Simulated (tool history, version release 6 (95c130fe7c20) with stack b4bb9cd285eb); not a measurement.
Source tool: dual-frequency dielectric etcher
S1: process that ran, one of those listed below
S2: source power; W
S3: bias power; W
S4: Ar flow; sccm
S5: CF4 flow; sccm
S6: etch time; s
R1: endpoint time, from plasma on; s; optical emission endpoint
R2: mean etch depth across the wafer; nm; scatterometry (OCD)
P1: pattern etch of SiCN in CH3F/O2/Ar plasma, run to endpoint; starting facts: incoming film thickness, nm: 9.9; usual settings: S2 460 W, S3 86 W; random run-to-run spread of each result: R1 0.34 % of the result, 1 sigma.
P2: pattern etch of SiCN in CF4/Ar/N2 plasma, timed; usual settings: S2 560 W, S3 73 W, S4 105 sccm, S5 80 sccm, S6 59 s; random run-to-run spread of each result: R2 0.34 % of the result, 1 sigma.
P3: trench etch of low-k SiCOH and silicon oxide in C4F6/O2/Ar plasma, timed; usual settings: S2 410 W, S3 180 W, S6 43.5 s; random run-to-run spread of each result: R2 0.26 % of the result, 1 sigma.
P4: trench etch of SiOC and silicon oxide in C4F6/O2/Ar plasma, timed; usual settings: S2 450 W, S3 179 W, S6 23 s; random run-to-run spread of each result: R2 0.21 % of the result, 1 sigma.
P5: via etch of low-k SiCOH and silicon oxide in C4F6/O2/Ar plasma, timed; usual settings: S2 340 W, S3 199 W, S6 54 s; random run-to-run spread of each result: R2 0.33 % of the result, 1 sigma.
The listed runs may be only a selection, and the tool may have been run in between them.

| run | hour | S1 | S2 | S3 | S4 | S5 | S6 | R1 | R2 |
|---|---|---|---|---|---|---|---|---|---|
| 1 | 2.6 | P1 | 460 | 86 |  |  |  | 24.121 |  |
| 2 | 6.4 | P2 | 720 | 73 | 105 | 80 | 59 |  | 77.157 |
| 3 | 9.9 | P2 | 560 | 51 | 105 | 80 | 59 |  | 55.133 |
| 4 | 14 | P2 | 560 | 73 | 105 | 105 | 59 |  | 64.603 |
| 5 | 18.5 | P4 | 280 | 179 |  |  | 23 |  | 38.383 |
| 6 | 21.3 | P2 | 560 | 73 | 105 | 80 | 59 |  | 62.08 |
| 7 | 23.7 | P5 | 340 | 199 |  |  | 29.5 |  | 79.311 |
| 8 | 26.4 | P1 | 600 | 86 |  |  |  | 21.623 |  |
| 9 | 29 | P2 | 560 | 73 | 105 | 80 | 42.5 |  | 44.902 |
| 10 | 33.4 | P1 | 460 | 55 |  |  |  | 27.963 |  |
| 11 | 38.6 | P2 | 560 | 73 | 135 | 80 | 59 |  | 60.016 |
| 12 | 40.9 | P5 | 340 | 133 |  |  | 54 |  | 128.13 |
| 13 | 45 | P4 | 450 | 231 |  |  | 23 |  | 50.1 |
| 14 | 48.8 | P1 | 460 | 86 |  |  |  | 24.099 |  |
| 15 | 52 | P5 | 270 | 199 |  |  | 54 |  | 133.2 |
| 16 | 55.6 | P3 | 410 | 242 |  |  | 43.5 |  | 151.79 |
| 17 | 59.3 | P4 | 450 | 179 |  |  | 23 |  | 46.285 |
| 18 | 63.7 | P3 | 560 | 180 |  |  | 43.5 |  | 156.16 |
| 19 | 66 | P5 | 340 | 199 |  |  | 54 |  | 146.25 |
| 20 | 69.8 | P1 | 460 | 86 |  |  |  | 23.874 |  |
| 21 | 72.7 | P1 | 460 | 120 |  |  |  | 21.247 |  |
| 22 | 77.6 | P4 | 450 | 179 |  |  | 14.5 |  | 29.083 |
|  | 79.1 | wet clean of the chamber |
| 23 | 80.9 | P1 | 370 | 111 |  |  |  | 23.63 |  |
| 24 | 83.5 | P1 | 460 | 86 |  |  |  | 24.001 |  |
| 25 | 87.4 | P2 | 560 | 73 | 105 | 80 | 59 |  | 62.282 |
| 26 | 91.6 | P3 | 410 | 180 |  |  | 43.5 |  | 137.86 |
| 27 | 94.9 | P1 | 460 | 86 |  |  |  | 23.992 |  |
| 28 | 98 | P3 | 410 | 180 |  |  | 57 |  | 180.59 |
| 29 | 101.8 | P1 | 360 | 86 |  |  |  | 26.217 |  |
| 30 | 106.3 | P1 | 460 | 86 |  |  |  | 23.961 |  |
| 31 | 110.6 | P1 | 460 | 86 |  |  |  | 23.965 |  |
| 32 | 115.5 | P1 | 460 | 86 |  |  |  | 23.691 |  |
| 33 | 119.5 | P1 | 460 | 86 |  |  |  | 23.727 |  |
| 34 | 123.9 | P1 | 460 | 86 |  |  |  | 23.753 |  |
| 35 | 127.7 | P1 | 460 | 86 |  |  |  | 23.679 |  |
| 36 | 131.2 | P1 | 460 | 86 |  |  |  | 23.596 |  |
| 37 | 135.7 | P1 | 460 | 86 |  |  |  | 23.691 |  |
|  | 136.9 | wet clean of the chamber |
| 38 | 140 | P1 | 460 | 86 |  |  |  | 23.55 |  |
| 39 | 143.6 | P1 | 460 | 86 |  |  |  | 23.614 |  |
| 40 | 148.8 | P1 | 460 | 86 |  |  |  | 23.508 |  |

Compared with where it was, what P1 gives has crept away. Each cause listed below fits the log as well as the rest, at the size given for it:
A: bias power that arrives over what is set, % = 4.71
B: source power that arrives over what is set, % = 4.6
Onset of the creep was near hour 106.3.
Ruled out, with reasons:
chamber walls in a state that raises the etch rate, %: serviced at hour 136.9, after the drift had started, without restoring the earlier output

Each of the 4 check runs below uses one wafer; its results are left as question marks. Which run tells the causes apart?
| check 1 | 154 | P2 | 560 | 62 | 129 | 80 | 59 |  | ? |
| check 2 | 154 | P5 | 290 | 199 |  |  | 29.5 |  | ? |
| check 3 | 154 | P3 | 410 | 219 |  |  | 43.5 |  | ? |
| check 4 | 154 | P4 | 450 | 228 |  |  | 15.5 |  | ? |

What every check run would give for each of its results, assuming each possible cause in turn:
| check | result | if A | if B |
|---|---|---|---|
| check 1 | R2 | 57.963 | 59.376 |
| check 2 | R2 | 75.937 | 76.092 |
| check 3 | R2 | 149.39 | 149.71 |
| check 4 | R2 | 34.188 | 34.259 |
Gap, in per cent, between the two causes that each check separates least, read from the result that separates them most: check 1 2.41 %; check 2 0.2 %; check 3 0.21 %; check 4 0.21 %
Of the check runs offered, only check 1 discriminates between the causes; the rest would read about the same regardless of which cause applies.

With check 1 done, the readings were: R2 59.655 nm. Identify which of the listed causes applies.

B is the cause: source power that arrives over what is set, %.

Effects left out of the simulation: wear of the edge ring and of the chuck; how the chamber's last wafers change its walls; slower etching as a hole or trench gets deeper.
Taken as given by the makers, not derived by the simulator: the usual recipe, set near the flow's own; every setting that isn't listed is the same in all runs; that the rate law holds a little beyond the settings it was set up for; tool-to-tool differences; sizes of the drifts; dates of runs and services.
